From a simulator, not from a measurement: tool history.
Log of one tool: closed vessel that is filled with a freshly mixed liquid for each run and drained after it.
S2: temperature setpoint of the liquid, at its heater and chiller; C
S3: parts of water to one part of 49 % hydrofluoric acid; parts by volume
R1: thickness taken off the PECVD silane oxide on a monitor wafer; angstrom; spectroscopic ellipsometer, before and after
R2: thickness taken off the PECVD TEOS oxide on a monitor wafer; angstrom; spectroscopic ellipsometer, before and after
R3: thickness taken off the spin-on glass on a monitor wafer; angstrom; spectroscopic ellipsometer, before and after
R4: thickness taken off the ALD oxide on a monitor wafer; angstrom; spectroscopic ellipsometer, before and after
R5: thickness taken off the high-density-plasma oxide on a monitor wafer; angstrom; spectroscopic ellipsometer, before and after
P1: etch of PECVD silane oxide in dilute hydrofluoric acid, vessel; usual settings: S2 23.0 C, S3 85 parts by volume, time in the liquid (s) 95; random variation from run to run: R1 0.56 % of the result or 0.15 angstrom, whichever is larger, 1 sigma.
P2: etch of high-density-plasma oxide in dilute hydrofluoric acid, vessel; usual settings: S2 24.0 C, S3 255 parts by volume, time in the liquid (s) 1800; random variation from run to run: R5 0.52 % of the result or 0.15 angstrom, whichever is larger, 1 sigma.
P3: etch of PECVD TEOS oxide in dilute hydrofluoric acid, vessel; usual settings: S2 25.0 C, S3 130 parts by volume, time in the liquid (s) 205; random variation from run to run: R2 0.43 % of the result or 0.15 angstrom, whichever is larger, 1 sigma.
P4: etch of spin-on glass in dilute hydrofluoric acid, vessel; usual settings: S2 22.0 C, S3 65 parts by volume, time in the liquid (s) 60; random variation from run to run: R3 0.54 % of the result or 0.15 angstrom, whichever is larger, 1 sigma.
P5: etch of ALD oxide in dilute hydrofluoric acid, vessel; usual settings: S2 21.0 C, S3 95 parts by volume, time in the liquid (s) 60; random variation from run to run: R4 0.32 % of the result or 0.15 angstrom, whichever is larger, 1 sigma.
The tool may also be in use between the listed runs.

run 1 day=0.171 | process_that_ran=P1 S2=23.0 S3=85 time_in_the_liquid_(s)=95 | R1=247.520
run 2 day=0.362 | process_that_ran=P1 S2=23.0 S3=85 time_in_the_liquid_(s)=180 | R1=470.190
run 3 day=0.621 | process_that_ran=P3 S2=25.0 S3=130 time_in_the_liquid_(s)=345 | R2=287.680
run 4 day=0.854 | process_that_ran=P4 S2=22.0 S3=65 time_in_the_liquid_(s)=60 | R3=603.24
run 5 day=1.100 | process_that_ran=P3 S2=25.0 S3=130 time_in_the_liquid_(s)=205 | R2=171.300
run 6 day=1.371 | process_that_ran=P1 S2=29.5 S3=120 time_in_the_liquid_(s)=95 | R1=215.930
run 7 day=1.679 | process_that_ran=P1 S2=23.0 S3=85 time_in_the_liquid_(s)=30 | R1=78.526
run 8 day=1.921 | process_that_ran=P5 S2=17.0 S3=95 time_in_the_liquid_(s)=60 | R4=81.452
run 9 day=2.129 | process_that_ran=P1 S2=23.0 S3=85 time_in_the_liquid_(s)=95 | R1=249.150
run 10 day=2.354 | process_that_ran=P1 S2=23.0 S3=120 time_in_the_liquid_(s)=95 | R1=169.680
run 11 day=2.654 | process_that_ran=P5 S2=21.0 S3=175 time_in_the_liquid_(s)=60 | R4=48.191
run 12 day=2.817 | process_that_ran=P3 S2=25.0 S3=220 time_in_the_liquid_(s)=205 | R2=91.172
run 13 day=3.142 | process_that_ran=P4 S2=22.0 S3=65 time_in_the_liquid_(s)=30 | R3=300.88
run 14 day=3.304 | process_that_ran=P2 S2=24.0 S3=255 time_in_the_liquid_(s)=1800 | R5=335.35
run 15 day=3.646 | process_that_ran=P2 S2=24.0 S3=255 time_in_the_liquid_(s)=3550 | R5=656.88
run 16 day=3.921 | process_that_ran=P1 S2=28.5 S3=85 time_in_the_liquid_(s)=95 | R1=307.900
run 17 day=4.283 | process_that_ran=P5 S2=21.0 S3=95 time_in_the_liquid_(s)=60 | R4=96.150
run 18 day=4.629 | process_that_ran=P1 S2=23.0 S3=85 time_in_the_liquid_(s)=95 | R1=248.660
run 19 day=4.888 | process_that_ran=P5 S2=21.0 S3=95 time_in_the_liquid_(s)=30 | R4=48.005
run 20 day=5.075 | process_that_ran=P2 S2=24.0 S3=470 time_in_the_liquid_(s)=1800 | R5=147.01
run 21 day=5.392 | process_that_ran=P4 S2=22.0 S3=25 time_in_the_liquid_(s)=60 | R3=1633.00
run 22 day=5.754 | process_that_ran=P1 S2=17.0 S3=85 time_in_the_liquid_(s)=95 | R1=192.130
run 23 day=5.925 | process_that_ran=P2 S2=29.0 S3=255 time_in_the_liquid_(s)=1800 | R5=396.72
run 24 day=6.288 | process_that_ran=P1 S2=30.5 S3=45 time_in_the_liquid_(s)=95 | R1=671.460
run 25 day=6.471 | process_that_ran=P2 S2=24.0 S3=255 time_in_the_liquid_(s)=1800 | R5=335.99
run 26 day=6.683 | process_that_ran=P4 S2=17.0 S3=65 time_in_the_liquid_(s)=60 | R3=484.19
run 27 day=6.975 | process_that_ran=P1 S2=23.0 S3=85 time_in_the_liquid_(s)=95 | R1=251.850
run 28 day=7.254 | process_that_ran=P1 S2=23.0 S3=50 time_in_the_liquid_(s)=95 | R1=436.800
run 29 day=7.554 | process_that_ran=P3 S2=17.0 S3=130 time_in_the_liquid_(s)=205 | R2=124.450
run 30 day=7.746 | process_that_ran=P1 S2=23.0 S3=85 time_in_the_liquid_(s)=95 | R1=249.120
run 31 day=8.058 | process_that_ran=P1 S2=23.0 S3=85 time_in_the_liquid_(s)=95 | R1=252.790
run 32 day=8.346 | process_that_ran=P1 S2=23.0 S3=85 time_in_the_liquid_(s)=95 | R1=257.120
run 33 day=8.650 | process_that_ran=P1 S2=23.0 S3=85 time_in_the_liquid_(s)=95 | R1=261.100
run 34 day=9.012 | process_that_ran=P1 S2=23.0 S3=85 time_in_the_liquid_(s)=95 | R1=262.310
run 35 day=9.262 | process_that_ran=P1 S2=23.0 S3=85 time_in_the_liquid_(s)=95 | R1=263.640
run 36 day=9.629 | process_that_ran=P1 S2=23.0 S3=85 time_in_the_liquid_(s)=95 | R1=268.390
run 37 day=9.988 | process_that_ran=P1 S2=23.0 S3=85 time_in_the_liquid_(s)=95 | R1=266.330
run 38 day=10.275 | process_that_ran=P1 S2=23.0 S3=85 time_in_the_liquid_(s)=95 | R1=264.700
run 39 day=10.625 | process_that_ran=P1 S2=23.0 S3=85 time_in_the_liquid_(s)=95 | R1=266.750
run 40 day=10.962 | process_that_ran=P1 S2=23.0 S3=85 time_in_the_liquid_(s)=95 | R1=266.510

What P1 gives has crept away from where it was. These 2 causes fit the log equally well, each at the size given:
A: liquid hotter than its thermometer reads (K) = 1.78
B: hydrofluoric acid flow above the setpoint (%) = 6.66
The creep began at about day 7.746.

4 check runs are offered, each on 2 wafers whose results are averaged, their results left as question marks. Which one tells the causes apart?
run check 1 day=11.300 | process_that_ran=P4 S2=17.0 S3=65 time_in_the_liquid_(s)=60 | R3=?
run check 2 day=11.300 | process_that_ran=P2 S2=24.0 S3=450 time_in_the_liquid_(s)=1800 | R5=?
run check 3 day=11.300 | process_that_ran=P3 S2=18.0 S3=130 time_in_the_liquid_(s)=205 | R2=?
run check 4 day=11.300 | process_that_ran=P5 S2=17.0 S3=150 time_in_the_liquid_(s)=60 | R4=?

What each check would give under each cause:
check=check_1 result=R3 if_A=525.17 if_B=521.42
check=check_2 result=R5 if_A=167.23 if_B=172.79
check=check_3 result=R2 if_A=139.440 if_B=139.480
check=check_4 result=R4 if_A=52.590 if_B=52.659
How far apart the two closest causes lie, in the result that separates them most: check 1 0.72 %; check 2 3.27 %; check 3 0.03 %; check 4 0.13 %
Only check 2 tells the causes apart: in the others they would give nearly the same result.

Then check 2 was run and gave: R5 167.19 angstrom. Which cause is it?

It is A: liquid hotter than its thermometer reads (K).
